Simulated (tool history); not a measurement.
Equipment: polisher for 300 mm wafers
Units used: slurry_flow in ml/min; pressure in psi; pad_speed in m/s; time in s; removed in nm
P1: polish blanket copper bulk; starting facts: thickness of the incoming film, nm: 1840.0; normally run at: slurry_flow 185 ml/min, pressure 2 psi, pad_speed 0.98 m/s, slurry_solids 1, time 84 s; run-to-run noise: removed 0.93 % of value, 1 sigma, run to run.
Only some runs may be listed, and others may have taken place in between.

| run | hour | slurry_flow | pressure | pad_speed | slurry_solids | time | wafers polished on this pad | hours since the slurry nozzle was cleaned | hours since the head pressure was calibrated | hours since the slurry blender was calibrated | removed |
|---|---|---|---|---|---|---|---|---|---|---|---|
| 1 | 6.4 | 185 | 2 | 0.98 | 1 | 84 | 695 | 248.7 | 589.1 | 240.8 | 489.45 |
| 2 | 16.3 | 185 | 2 | 0.98 | 1 | 84 | 769 | 258.6 | 599 | 250.7 | 489.22 |
| 3 | 21.6 | 110 | 2 | 1.36 | 1 | 84 | 809 | 263.9 | 604.3 | 256 | 622.29 |
| 4 | 26.4 | 185 | 2 | 0.98 | 1 | 84 | 845 | 268.7 | 609.1 | 260.8 | 486.16 |
| 5 | 33.5 | 185 | 2.8 | 0.98 | 1 | 84 | 898 | 275.8 | 616.2 | 267.9 | 691.89 |
|  | 36.1 | slurry blender recalibrated |
| 6 | 42.8 | 185 | 2 | 0.44 | 1 | 84 | 967 | 285.1 | 625.5 | 6.7 | 221.12 |
| 7 | 47.7 | 185 | 2 | 0.98 | 1 | 84 | 1004 | 290 | 630.4 | 11.6 | 487.91 |
|  | 53.5 | head pressure recalibrated |
| 8 | 57.9 | 185 | 2.9 | 0.98 | 1 | 47 | 1080 | 300.2 | 4.4 | 21.8 | 393.62 |
| 9 | 68.1 | 185 | 2.8 | 0.98 | 0.75 | 84 | 1157 | 310.4 | 14.6 | 32 | 639.08 |
| 10 | 73.9 | 185 | 2 | 0.98 | 0.5 | 84 | 1200 | 316.2 | 20.4 | 37.8 | 426.61 |
| 11 | 81.7 | 185 | 2 | 0.98 | 1 | 84 | 1258 | 324 | 28.2 | 45.6 | 499.14 |
| 12 | 87.4 | 185 | 2 | 0.98 | 1 | 84 | 1301 | 329.7 | 33.9 | 51.3 | 495.63 |
| 13 | 92.2 | 110 | 2 | 0.98 | 1 | 84 | 1337 | 334.5 | 38.7 | 56.1 | 443.29 |
| 14 | 101.6 | 235 | 2 | 0.98 | 1 | 84 | 1407 | 343.9 | 48.1 | 65.5 | 504.72 |
|  | 105.4 | slurry nozzle cleaned |
| 15 | 110.5 | 185 | 2 | 0.98 | 1 | 52 | 1474 | 5.1 | 57 | 74.4 | 300.35 |
| 16 | 116.7 | 185 | 2 | 0.98 | 1 | 131 | 1520 | 11.3 | 63.2 | 80.6 | 777.78 |
| 17 | 125.7 | 185 | 2 | 0.98 | 1.45 | 84 | 1588 | 20.3 | 72.2 | 89.6 | 523.53 |
| 18 | 134.7 | 185 | 2 | 1.54 | 1 | 84 | 1655 | 29.3 | 81.2 | 98.6 | 776.77 |
| 19 | 144.6 | 185 | 0.9 | 0.98 | 1 | 84 | 1729 | 39.2 | 91.1 | 108.5 | 219.64 |
| 20 | 150.7 | 185 | 2 | 0.98 | 1 | 84 | 1775 | 45.3 | 97.2 | 114.6 | 488.13 |
| 21 | 157 | 185 | 2 | 0.98 | 1 | 84 | 1822 | 51.6 | 103.5 | 120.9 | 467.52 |
| 22 | 162.3 | 185 | 2 | 0.98 | 1 | 84 | 1861 | 56.9 | 108.8 | 126.2 | 460.91 |
|  | 165 | head pressure recalibrated |
| 23 | 167.1 | 185 | 2 | 0.98 | 1 | 84 | 1897 | 61.7 | 2.1 | 131 | 458.61 |
|  | 172.1 | worn pad replaced by a new one |
| 24 | 177.3 | 185 | 2 | 0.98 | 1 | 84 | 39 | 71.9 | 12.3 | 141.2 | 455.68 |
| 25 | 181.8 | 185 | 2 | 0.98 | 1 | 84 | 72 | 76.4 | 16.8 | 145.7 | 450.64 |
| 26 | 189.1 | 185 | 2 | 0.98 | 1 | 84 | 127 | 83.7 | 24.1 | 153 | 445.27 |

P1 no longer gives what it gave before; its output has crept away from where it was. The following 2 causes, each at its listed size, fit the log equally well:
A: slurry flow missing at the pad, % = 38.6
B: abrasive missing from the slurry, % = 34.3
Creep in the process output first set in at about hour 150.7.
Other possible causes, and why each is ruled out:
removal rate lost through wear of the pad, %: its service at hour 172.1 followed the start of the drift and did not put the process back to its old value
head's pressure below its setpoint, %: its service at hour 165 followed the start of the drift and did not put the process back to its old value

Which of the check runs below tells the causes apart, meaning the causes would give it clearly different results? Each run uses 3 wafers whose results are averaged, and each result is shown as a question mark.
| check 1 | 196.4 | 185 | 2 | 0.98 | 1.2 | 126 |  |  |  |  | ? |
| check 2 | 196.4 | 185 | 2 | 1.48 | 1 | 84 |  |  |  |  | ? |
| check 3 | 196.4 | 185 | 2 | 0.5 | 1 | 84 |  |  |  |  | ? |
| check 4 | 196.4 | 120 | 2 | 0.98 | 1 | 65 |  |  |  |  | ? |

Expected result of each check under each candidate cause:
| check | result | if A | if B |
|---|---|---|---|
| check 1 | removed | 702.43 | 701.14 |
| check 2 | removed | 679.83 | 679.91 |
| check 3 | removed | 229.67 | 229.7 |
| check 4 | removed | 309.7 | 322.91 |
Per-check spread between the two closest causes, in the result where they differ most: check 1 0.18 %; check 2 0.01 %; check 3 0.01 %; check 4 4.18 %
Check 4 tells the causes apart: in the others they would give nearly the same result.

Check 4 has now been run. It gave: removed 325.39 nm. Which of the candidate causes is it?

The cause is B: abrasive missing from the slurry, %.
